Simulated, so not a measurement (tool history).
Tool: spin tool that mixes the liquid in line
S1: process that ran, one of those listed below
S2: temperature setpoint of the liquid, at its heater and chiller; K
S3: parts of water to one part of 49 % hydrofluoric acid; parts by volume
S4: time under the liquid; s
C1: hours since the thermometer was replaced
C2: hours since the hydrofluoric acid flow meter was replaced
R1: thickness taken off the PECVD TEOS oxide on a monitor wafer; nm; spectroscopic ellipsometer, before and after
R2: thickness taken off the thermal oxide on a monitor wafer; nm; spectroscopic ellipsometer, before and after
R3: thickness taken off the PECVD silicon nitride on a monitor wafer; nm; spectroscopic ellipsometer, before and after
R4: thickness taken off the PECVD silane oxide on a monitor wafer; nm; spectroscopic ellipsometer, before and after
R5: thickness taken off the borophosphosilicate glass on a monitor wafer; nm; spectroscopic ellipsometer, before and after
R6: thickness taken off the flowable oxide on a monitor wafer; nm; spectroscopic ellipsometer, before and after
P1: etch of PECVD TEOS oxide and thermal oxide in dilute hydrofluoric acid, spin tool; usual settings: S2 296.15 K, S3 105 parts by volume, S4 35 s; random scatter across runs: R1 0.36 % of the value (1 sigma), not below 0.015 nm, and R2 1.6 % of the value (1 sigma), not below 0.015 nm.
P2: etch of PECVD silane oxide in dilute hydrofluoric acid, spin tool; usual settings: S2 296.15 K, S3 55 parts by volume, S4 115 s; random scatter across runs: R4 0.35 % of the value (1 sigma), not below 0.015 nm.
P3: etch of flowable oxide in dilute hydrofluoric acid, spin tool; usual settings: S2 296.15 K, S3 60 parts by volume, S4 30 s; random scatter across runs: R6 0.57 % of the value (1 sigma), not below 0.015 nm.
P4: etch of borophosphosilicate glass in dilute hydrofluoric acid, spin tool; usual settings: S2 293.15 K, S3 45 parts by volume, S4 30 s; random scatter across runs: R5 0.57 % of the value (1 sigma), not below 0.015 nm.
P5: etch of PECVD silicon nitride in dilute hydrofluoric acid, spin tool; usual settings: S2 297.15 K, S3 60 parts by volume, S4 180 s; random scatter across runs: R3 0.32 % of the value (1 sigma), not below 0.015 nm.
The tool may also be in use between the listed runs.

{"run": 1, "hour": 3.0, "S1": "P1", "S2": 296.15, "S3": 105, "S4": 35, "C1": 1758, "C2": 1775.8, "R1": 5.7997, "R2": 1.5242}
{"run": 2, "hour": 7.3, "S1": "P5", "S2": 297.15, "S3": 95, "S4": 180, "C1": 1762.3, "C2": 1780.1, "R3": 11.158}
{"run": 3, "hour": 9.9, "S1": "P2", "S2": 296.15, "S3": 55, "S4": 205, "C1": 1764.9, "C2": 1782.7, "R4": 57.014}
{"run": 4, "hour": 12.3, "S1": "P4", "S2": 293.15, "S3": 20, "S4": 30, "C1": 1767.3, "C2": 1785.1, "R5": 84.356}
{"run": 5, "hour": 14.9, "S1": "P3", "S2": 296.15, "S3": 25, "S4": 30, "C1": 1769.9, "C2": 1787.7, "R6": 40.539}
{"run": 6, "hour": 17.8, "S1": "P1", "S2": 296.15, "S3": 105, "S4": 15, "C1": 1772.8, "C2": 1790.6, "R1": 2.474, "R2": 0.66419}
{"run": 7, "hour": 21.2, "S1": "P1", "S2": 296.15, "S3": 105, "S4": 60, "C1": 1776.2, "C2": 1794, "R1": 9.9063, "R2": 2.5957}
{"run": 8, "hour": 24.4, "S1": "P1", "S2": 296.15, "S3": 105, "S4": 35, "C1": 1779.4, "C2": 1797.2, "R1": 5.7582, "R2": 1.5533}
{"run": 9, "hour": 28.7, "S1": "P5", "S2": 297.15, "S3": 60, "S4": 15, "C1": 1783.7, "C2": 1801.5, "R3": 1.4581}
{"run": 10, "hour": 32.2, "S1": "P3", "S2": 296.15, "S3": 60, "S4": 15, "C1": 1787.2, "C2": 1805, "R6": 7.8807}
{"run": 11, "hour": 36.4, "S1": "P4", "S2": 293.15, "S3": 45, "S4": 60, "C1": 1791.4, "C2": 1809.2, "R5": 72.224}
{"run": 12, "hour": 39.1, "S1": "P1", "S2": 296.15, "S3": 105, "S4": 35, "C1": 1794.1, "C2": 1811.9, "R1": 5.7293, "R2": 1.5383}
{"run": 13, "hour": 43.6, "S1": "P1", "S2": 290.15, "S3": 105, "S4": 35, "C1": 1798.6, "C2": 1816.4, "R1": 4.5254, "R2": 1.2044}
{"run": 14, "hour": 47.4, "S1": "P1", "S2": 296.15, "S3": 45, "S4": 35, "C1": 1802.4, "C2": 1820.2, "R1": 14.443, "R2": 3.7688}
{"run": 15, "hour": 50.6, "S1": "P5", "S2": 297.15, "S3": 60, "S4": 180, "C1": 1805.6, "C2": 1823.4, "R3": 17.453}
{"run": 16, "hour": 53.6, "S1": "P1", "S2": 301.15, "S3": 105, "S4": 35, "C1": 1808.6, "C2": 1826.4, "R1": 6.9806, "R2": 1.8561}
{"run": 17, "hour": 56.4, "S1": "P1", "S2": 296.15, "S3": 105, "S4": 35, "C1": 1811.4, "C2": 1829.2, "R1": 5.7901, "R2": 1.5249}
{"run": 18, "hour": 59.2, "S1": "P1", "S2": 296.15, "S3": 105, "S4": 35, "C1": 1814.2, "C2": 1832, "R1": 5.7789, "R2": 1.5505}
{"run": 19, "hour": 62.7, "S1": "P2", "S2": 296.15, "S3": 55, "S4": 115, "C1": 1817.7, "C2": 1835.5, "R4": 32.221}
{"run": 20, "hour": 65.0, "S1": "P1", "S2": 296.15, "S3": 50, "S4": 15, "C1": 1820, "C2": 1837.8, "R1": 5.5639, "R2": 1.4894}
{"run": 21, "hour": 67.5, "S1": "P4", "S2": 293.15, "S3": 45, "S4": 30, "C1": 1822.5, "C2": 1840.3, "R5": 36.154}
{"run": 22, "hour": 70.5, "S1": "P1", "S2": 296.15, "S3": 175, "S4": 35, "C1": 1825.5, "C2": 1843.3, "R1": 3.2009, "R2": 0.8517}
{"run": 23, "hour": 75.3, "S1": "P1", "S2": 296.15, "S3": 105, "S4": 35, "C1": 1830.3, "C2": 1848.1, "R1": 5.7825, "R2": 1.5464}
{"run": 24, "hour": 79.7, "S1": "P2", "S2": 296.15, "S3": 20, "S4": 115, "C1": 1834.7, "C2": 1852.5, "R4": 92.462}
{"run": 25, "hour": 82.2, "S1": "P3", "S2": 296.15, "S3": 60, "S4": 30, "C1": 1837.2, "C2": 1855, "R6": 16.043}
{"run": 26, "hour": 84.5, "S1": "P1", "S2": 296.15, "S3": 105, "S4": 35, "C1": 1839.5, "C2": 1857.3, "R1": 5.7952, "R2": 1.5049}
{"run": 27, "hour": 86.9, "S1": "P4", "S2": 293.15, "S3": 45, "S4": 30, "C1": 1841.9, "C2": 1859.7, "R5": 36.086}
{"run": 28, "hour": 91.5, "S1": "P3", "S2": 296.15, "S3": 60, "S4": 30, "C1": 1846.5, "C2": 1864.3, "R6": 16.138}
{"run": 29, "hour": 95.0, "S1": "P4", "S2": 290.15, "S3": 45, "S4": 30, "C1": 1850, "C2": 1867.8, "R5": 31.738}
{"run": 30, "hour": 99.4, "S1": "P2", "S2": 302.65, "S3": 55, "S4": 115, "C1": 1854.4, "C2": 1872.2, "R4": 41.59}
{"run": 31, "hour": 102.9, "S1": "P5", "S2": 304.15, "S3": 60, "S4": 180, "C1": 1857.9, "C2": 1875.7, "R3": 27.504}
{"run": 32, "hour": 105.7, "S1": "P3", "S2": 290.15, "S3": 60, "S4": 30, "C1": 1860.7, "C2": 1878.5, "R6": 12.509}
{"run": 33, "hour": 108.8, "S1": "P1", "S2": 296.15, "S3": 105, "S4": 35, "C1": 1863.8, "C2": 1881.6, "R1": 5.7734, "R2": 1.5556}
{"run": 34, "hour": 111.3, "S1": "P1", "S2": 296.15, "S3": 105, "S4": 35, "C1": 1866.3, "C2": 1884.1, "R1": 5.8786, "R2": 1.5809}
{"run": 35, "hour": 115.5, "S1": "P1", "S2": 296.15, "S3": 105, "S4": 35, "C1": 1870.5, "C2": 1888.3, "R1": 6.0659, "R2": 1.6173}
{"run": 36, "hour": 118.6, "S1": "P1", "S2": 296.15, "S3": 105, "S4": 35, "C1": 1873.6, "C2": 1891.4, "R1": 6.1863, "R2": 1.6}
{"run": 37, "hour": 122.2, "S1": "P1", "S2": 296.15, "S3": 105, "S4": 35, "C1": 1877.2, "C2": 1895, "R1": 6.2175, "R2": 1.6673}
{"run": 38, "hour": 126.2, "S1": "P1", "S2": 296.15, "S3": 105, "S4": 35, "C1": 1881.2, "C2": 1899, "R1": 6.2333, "R2": 1.6615}
{"run": 39, "hour": 128.9, "S1": "P1", "S2": 296.15, "S3": 105, "S4": 35, "C1": 1883.9, "C2": 1901.7, "R1": 6.2699, "R2": 1.6752}
{"run": 40, "hour": 131.4, "S1": "P1", "S2": 296.15, "S3": 105, "S4": 35, "C1": 1886.4, "C2": 1904.2, "R1": 6.2759, "R2": 1.6786}
{"run": 41, "hour": 134.8, "S1": "P1", "S2": 296.15, "S3": 105, "S4": 35, "C1": 1889.8, "C2": 1907.6, "R1": 6.3378, "R2": 1.6991}
{"run": 42, "hour": 139.3, "S1": "P1", "S2": 296.15, "S3": 105, "S4": 35, "C1": 1894.3, "C2": 1912.1, "R1": 6.3168, "R2": 1.6906}
{"run": 43, "hour": 143.2, "S1": "P1", "S2": 296.15, "S3": 105, "S4": 35, "C1": 1898.2, "C2": 1916, "R1": 6.3461, "R2": 1.7059}

P1 no longer gives what it gave before; its output has crept away from where it was. The following 2 causes, each at its listed size, fit the log equally well:
A: liquid hotter than its thermometer reads (K) = 2.29
B: hydrofluoric acid flow above the setpoint (%) = 8.35
At approximately hour 108.8, the process output began to creep.

Consider the 4 single-wafer check runs listed below, results given as question marks: which one distinguishes between the causes by giving clearly different results for each?
{"run": "check 1", "hour": 147.1, "S1": "P5", "S2": 297.15, "S3": 60, "S4": 180, "R3": "?"}
{"run": "check 2", "hour": 147.1, "S1": "P3", "S2": 296.15, "S3": 60, "S4": 30, "R6": "?"}
{"run": "check 3", "hour": 147.1, "S1": "P2", "S2": 296.15, "S3": 55, "S4": 115, "R4": "?"}
{"run": "check 4", "hour": 147.1, "S1": "P4", "S2": 293.15, "S3": 45, "S4": 30, "R5": "?"}

What every check run would give for each of its results, assuming each possible cause in turn:
check=check_1 result=R3 if_A=20.375 if_B=18.927
check=check_2 result=R6 if_A=17.578 if_B=17.449
check=check_3 result=R4 if_A=35.147 if_B=34.864
check=check_4 result=R5 if_A=40.063 if_B=39.573
Distance between the nearest two causes, measured in the result of the check that separates them most: check 1 7.38 %; check 2 0.73 %; check 3 0.81 %; check 4 1.23 %
Check 1 tells the causes apart: in the others they would give nearly the same result.

Check 1 has now been run. It gave: R3 20.439 nm. Which of the candidate causes is it?

It is A: liquid hotter than its thermometer reads (K).

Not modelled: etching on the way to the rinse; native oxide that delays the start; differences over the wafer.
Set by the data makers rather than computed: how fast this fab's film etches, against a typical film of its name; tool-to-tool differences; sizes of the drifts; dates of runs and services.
